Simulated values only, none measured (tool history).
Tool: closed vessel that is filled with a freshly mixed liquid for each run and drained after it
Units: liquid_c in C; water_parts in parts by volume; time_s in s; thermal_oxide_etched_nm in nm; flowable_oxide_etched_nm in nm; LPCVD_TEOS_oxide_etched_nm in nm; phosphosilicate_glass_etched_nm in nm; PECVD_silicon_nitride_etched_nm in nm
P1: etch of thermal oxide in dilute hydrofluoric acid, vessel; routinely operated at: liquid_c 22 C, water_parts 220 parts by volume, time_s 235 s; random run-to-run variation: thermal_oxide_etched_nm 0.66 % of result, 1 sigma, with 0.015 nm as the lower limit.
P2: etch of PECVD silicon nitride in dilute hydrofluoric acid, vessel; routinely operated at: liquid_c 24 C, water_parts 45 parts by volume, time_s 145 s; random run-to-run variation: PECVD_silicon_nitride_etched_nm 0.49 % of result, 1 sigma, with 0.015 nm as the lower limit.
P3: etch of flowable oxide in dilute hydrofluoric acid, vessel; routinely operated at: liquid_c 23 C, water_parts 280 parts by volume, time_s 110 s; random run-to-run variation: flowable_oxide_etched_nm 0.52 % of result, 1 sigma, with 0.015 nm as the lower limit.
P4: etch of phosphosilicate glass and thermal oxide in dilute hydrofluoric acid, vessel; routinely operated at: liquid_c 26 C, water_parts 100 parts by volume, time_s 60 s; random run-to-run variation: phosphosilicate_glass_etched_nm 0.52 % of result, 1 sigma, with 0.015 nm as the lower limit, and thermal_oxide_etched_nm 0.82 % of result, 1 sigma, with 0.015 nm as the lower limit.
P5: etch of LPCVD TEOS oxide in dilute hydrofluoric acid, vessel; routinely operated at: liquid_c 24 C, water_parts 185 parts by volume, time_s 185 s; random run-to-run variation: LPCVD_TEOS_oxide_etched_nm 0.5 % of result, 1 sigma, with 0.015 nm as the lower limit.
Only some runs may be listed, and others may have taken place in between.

run	hour	process	liquid_c	water_parts	time_s	thermal_oxide_etched_nm	flowable_oxide_etched_nm	LPCVD_TEOS_oxide_etched_nm	phosphosilicate_glass_etched_nm	PECVD_silicon_nitride_etched_nm
1	8.2	P1	22	220	235	4.0828				
2	12.9	P1	22	340	235	2.3409				
3	18.1	P3	23	280	110		12.106			
4	21.9	P1	22	220	235	4.1364				
5	29.6	P1	22	220	235	4.1051				
6	34.3	P5	24	185	185			39.539		
7	39.7	P4	26	100	115	5.8365			146.48	
8	47.2	P1	22	220	235	4.1353				
9	52.5	P4	19	100	60	2.3552			58.655	
10	60.5	P1	17	220	235	3.3525				
11	67.9	P2	31	45	145					16.123
12	72	P4	26	100	60	3.0794			77.939	
13	76.3	P3	23	280	190		20.933			
14	83.7	P1	22	220	235	4.0839				
15	88.1	P1	22	125	50	1.7011				
16	95.4	P1	22	220	235	4.1065				
# hour 98.9: hydrofluoric acid flow meter replaced
17	100.5	P1	17	220	425	6.0905				
18	106.5	P5	32	185	185			52.134		
19	110.3	P2	24	60	145					7.6036
20	118.2	P1	29.5	220	235	5.4021				
21	122.1	P1	22	220	435	7.595				
22	130.1	P2	24	45	145					10.103
23	134	P1	22	60	235	18.219				
24	138.5	P4	26	55	60	5.9202			150.64	
25	144.6	P1	22	220	110	1.9263				
26	152.6	P5	24	185	325			68.937		
27	158.2	P3	23	105	110		39.451			
28	165	P5	24	335	185			18.694		
29	171.4	P2	24	45	70					4.8549
30	176.4	P3	18.5	280	110		10.397			
31	184.6	P1	22	220	235	4.111				
32	192.1	P1	22	220	235	3.9591				
33	197.2	P1	22	220	235	3.8287				
34	202.1	P1	22	220	235	3.7956				
35	209.6	P1	22	220	235	3.8984				
36	216.3	P1	22	220	235	3.8012				

Run 37, settings as shown, results not yet in. Your forecast:
37	220.5	P1	22	220	235	?				

thermal_oxide_etched_nm: 3.8041 nm

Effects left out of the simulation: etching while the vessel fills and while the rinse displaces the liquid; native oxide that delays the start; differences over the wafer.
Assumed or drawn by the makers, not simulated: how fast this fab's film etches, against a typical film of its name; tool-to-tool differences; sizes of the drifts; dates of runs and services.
